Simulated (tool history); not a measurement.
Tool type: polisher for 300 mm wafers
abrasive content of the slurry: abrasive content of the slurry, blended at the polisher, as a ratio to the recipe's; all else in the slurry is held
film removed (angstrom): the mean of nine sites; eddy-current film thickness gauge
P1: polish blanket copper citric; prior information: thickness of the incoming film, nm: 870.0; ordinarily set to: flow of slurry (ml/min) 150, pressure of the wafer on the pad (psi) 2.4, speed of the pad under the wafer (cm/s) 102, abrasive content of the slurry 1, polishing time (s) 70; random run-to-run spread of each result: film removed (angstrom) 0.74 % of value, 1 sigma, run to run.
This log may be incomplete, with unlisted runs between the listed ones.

run   hour  flow of slurry (ml/min)  pressure of the wafer on the pad (psi)  speed of the pad under the wafer (cm/s)  abrasive content of the slurry  polishing time (s)  film removed (angstrom)
  1    9.9                      150                                     2.4                                      102                               1                  70                   1099.4
  2   19.4                      150                                     3.3                                      102                               1                  70                   1507.5
  3   29.4                      150                                     2.4                                      102                               1                  70                   1109.2
  4   43.6                      180                                     2.4                                      102                               1                  34                   551.29
  5   55.4                      150                                     2.4                                      102                               1                  70                   1093.6
  6     67                      150                                     2.4                                      102                             1.3                  70                   1163.4
  7   82.8                      150                                     1.1                                      102                               1                  70                   524.33
  8   97.1                      150                                     2.4                                      130                               1                  70                   1374.4
  9  106.2                      190                                     2.4                                      102                               1                  70                   1136.9
 10  115.1                       90                                     2.4                                      102                               1                  70                   983.79
 11  130.6                      150                                     2.4                                      102                               1                  32                   505.32
 12    147                      150                                     2.4                                       46                               1                  70                   514.65
 13  157.6                      150                                     2.4                                      102                               1                  70                   1107.6
 14    168                      150                                     2.4                                      102                               1                  70                   1108.4
 15  178.1                      150                                     2.4                                      102                            0.75                  70                     1038
 16  193.5                      150                                     2.4                                      102                               1                  70                     1101
 17  210.3                      150                                     2.4                                      102                               1                  97                   1526.1
 18  218.7                      150                                     2.4                                      102                               1                  70                   1110.8
 19    231                      150                                     2.4                                      102                               1                  70                   1051.1
 20  245.8                      150                                     2.4                                      102                               1                  70                   1046.8
     254.1  -- slurry blender recalibrated
 21  256.2                      150                                     2.4                                      102                               1                  70                   1047.5
 22  268.3                      150                                     2.4                                      102                               1                  70                   1041.7
     272.2  -- head pressure recalibrated
 23  278.4                      150                                     2.4                                      102                               1                  70                     1034
 24  286.9                      150                                     2.4                                      102                               1                  70                   1028.8
 25  303.8                      150                                     2.4                                      102                               1                  70                   1021.7
 26  317.6                      150                                     2.4                                      102                               1                  70                   1024.3

P1 has crept away from where it was. The log is fitted equally well by each of these 2 causes, at the sizes shown:
A: slurry flow missing at the pad, % = 29.3
B: removal rate lost through wear of the pad, % = 6.8
The process output started creeping at around hour 218.7.
Ruled out, with reasons:
head's pressure below its setpoint, %: maintenance at hour 272.2, after the shift began, did not return the process to its former output
abrasive missing from the slurry, %: maintenance at hour 254.1, after the shift began, did not return the process to its former output

Consider the 4 check runs below, whose results appear as question marks and each of which averages 2 wafers. Which one distinguishes the causes, in that each cause would give it a clearly different result?
check 1  331.4                      150                                     2.4                                       50                               1                  51                        ?
check 2  331.4                      150                                     2.4                                       50                               1                  97                        ?
check 3  331.4                      150                                     2.4                                      102                             1.2                  70                        ?
check 4  331.4                       90                                     2.4                                      102                               1                  37                        ?

What every check run would give for each of its results, assuming each possible cause in turn:
  check                   result    if A    if B
check 1  film removed (angstrom)  377.21  377.18
check 2  film removed (angstrom)  717.43  717.38
check 3  film removed (angstrom)  1066.2  1066.1
check 4  film removed (angstrom)   465.4  484.27
Smallest distance between any two causes, each pair judged by its most separating result, in per cent: check 1 0.01 %; check 2 0.01 %; check 3 0.01 %; check 4 3.97 %
Check 4 is the one run that separates the causes; every other check would come out nearly the same whichever cause is at work.

Here is what check 4 returned: film removed (angstrom) 481.2. Which cause is it?

It is B: removal rate lost through wear of the pad, %.

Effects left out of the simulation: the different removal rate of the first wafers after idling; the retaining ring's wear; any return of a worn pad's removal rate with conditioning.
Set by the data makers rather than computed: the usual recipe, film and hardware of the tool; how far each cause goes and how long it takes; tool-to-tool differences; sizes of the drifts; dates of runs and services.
